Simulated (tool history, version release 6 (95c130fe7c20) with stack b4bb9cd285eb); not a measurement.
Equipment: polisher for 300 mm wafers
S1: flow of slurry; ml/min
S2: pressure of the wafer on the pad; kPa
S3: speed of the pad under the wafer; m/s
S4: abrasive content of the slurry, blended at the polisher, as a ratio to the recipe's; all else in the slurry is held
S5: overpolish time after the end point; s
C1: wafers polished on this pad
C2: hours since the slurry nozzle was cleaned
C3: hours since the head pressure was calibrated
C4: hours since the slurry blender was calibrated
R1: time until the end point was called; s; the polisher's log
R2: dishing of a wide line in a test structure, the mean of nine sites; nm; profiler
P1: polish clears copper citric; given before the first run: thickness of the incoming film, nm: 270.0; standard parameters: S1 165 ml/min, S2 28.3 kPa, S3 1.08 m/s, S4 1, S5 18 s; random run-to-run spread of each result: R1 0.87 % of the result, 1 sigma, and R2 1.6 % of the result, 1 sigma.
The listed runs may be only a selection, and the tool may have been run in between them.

run,hour,S1,S2,S3,S4,S5,C1,C2,C3,C4,R1,R2
1,8.2,165,28.3,1.08,1,18,529,484.1,699.7,103.4,86.896,37.812
2,17.7,165,28.3,1.08,1,5,616,493.6,709.2,112.9,88.636,11.682
3,31.5,165,18.6,1.08,1,18,743,507.4,723,126.7,133.85,26.676
4,43.3,165,28.3,1.08,1,18,851,519.2,734.8,138.5,88.345,39.532
5,59.6,105,36.5,1.08,1,18,1001,535.5,751.1,154.8,75.549,44.674
6,76.2,245,28.3,1.08,1,18,1153,552.1,767.7,171.4,84.472,41.558
7,92.5,165,28.3,1.08,1,18,1303,568.4,784,187.7,87.204,38.478
8,100.7,165,28.3,1.08,0.55,18,1378,576.6,792.2,195.9,100.7,35.272
9,108.8,165,28.3,1.46,1,18,1453,584.7,800.3,204,65.716,50.981
10,122,165,28.3,1.08,1.45,18,1574,597.9,813.5,217.2,80.569,42.17
11,132.7,165,28.3,1.08,1,18,1672,608.6,824.2,227.9,88.669,38.811
12,144.7,165,28.3,0.54,1,18,1783,620.6,836.2,239.9,174.11,20.939
13,158.2,165,28.3,1.08,1,35,1906,634.1,849.7,253.4,88.044,67.543
14,169.5,165,28.3,1.08,1,18,2010,645.4,861,264.7,89.765,38.857
15,181.3,100,28.3,1.08,1,18,2119,657.2,872.8,276.5,97.635,35.568
16,195.1,165,42.1,1.08,1,18,2245,671,886.6,290.3,59.902,55.864
# hour 199.4: head pressure recalibrated
17,212,115,28.3,1.32,1,18,2401,687.9,12.6,307.2,76.183,43.666
18,225.4,165,28.3,1.08,1,18,2524,701.3,26,320.6,89.189,38.885
19,238.6,165,28.3,1.08,1,18,2645,714.5,39.2,333.8,89.13,40.037
20,251.6,165,28.3,1.08,1,18,2764,727.5,52.2,346.8,89.842,37.841
21,266.7,165,28.3,1.08,1,18,2903,742.6,67.3,361.9,91.797,37.945
22,274.3,165,28.3,1.08,1,18,2973,750.2,74.9,369.5,92.165,36.919
23,289,165,28.3,1.08,1,18,3108,764.9,89.6,384.2,94.143,37.1
24,299.3,165,28.3,1.08,1,18,3202,775.2,99.9,394.5,95.383,36.756
# hour 301.5: slurry blender recalibrated
25,315,165,28.3,1.08,1,18,3347,790.9,115.6,13.6,95.408,36.636
# hour 323.5: head pressure recalibrated
26,330,165,28.3,1.08,1,18,3484,805.9,6.5,28.6,97.448,35.76
27,340.7,165,28.3,1.08,1,18,3583,816.6,17.2,39.3,96.837,36.149
28,350.6,165,28.3,1.08,1,18,3673,826.5,27.1,49.2,96.941,34.812
29,363.4,165,28.3,1.08,1,18,3791,839.3,39.9,62,97.818,36.132
30,380.1,165,28.3,1.08,1,18,3944,856,56.6,78.7,96.881,35.596

The output of P1 has drifted from where it used to be. Each of the 2 causes below, taken at the size shown beside it, accounts for the log equally well:
A: removal rate lost through wear of the pad, % = 9.42
B: slurry flow missing at the pad, % = 39.1
The creep began at about hour 238.6.
Excluded causes, each with its reason:
head's pressure below its setpoint, %: serviced at hour 323.5, after the drift had started, without restoring the earlier output
abrasive missing from the slurry, %: serviced at hour 301.5, after the drift had started, without restoring the earlier output

Each of the check runs listed below is run on 5 wafers and reports their average, with the results left as question marks. Pick the one under which the possible causes would lead to clearly different results.
check 1,396.8,240,28.3,1.08,1,6,,,,,?,?
check 2,396.8,165,20,1.08,1.2,18,,,,,?,?
check 3,396.8,165,28.3,0.6,1.4,18,,,,,?,?
check 4,396.8,165,28.3,1.08,1,32,,,,,?,?

Predicted outcomes, by check and by cause:
check,result,if A,if B
check 1,R1,92.696,90.053
check 1,R2,13.464,13.843
check 2,R1,131.52,131.52
check 2,R2,27.005,27.004
check 3,R1,160.82,160.83
check 3,R2,22.652,22.652
check 4,R1,97.427,97.43
check 4,R2,58.576,58.575
Per-check spread between the two closest causes, in the result where they differ most: check 1 2.89 %; check 2 0 %; check 3 0 %; check 4 0 %
The other checks would show nearly matching results whichever cause is true, so check 1 is the only one that separates the causes.

Check 1 was then run and gave: R1 89.235 s; R2 13.753 nm. Which cause is it?

B is the cause: slurry flow missing at the pad, %.

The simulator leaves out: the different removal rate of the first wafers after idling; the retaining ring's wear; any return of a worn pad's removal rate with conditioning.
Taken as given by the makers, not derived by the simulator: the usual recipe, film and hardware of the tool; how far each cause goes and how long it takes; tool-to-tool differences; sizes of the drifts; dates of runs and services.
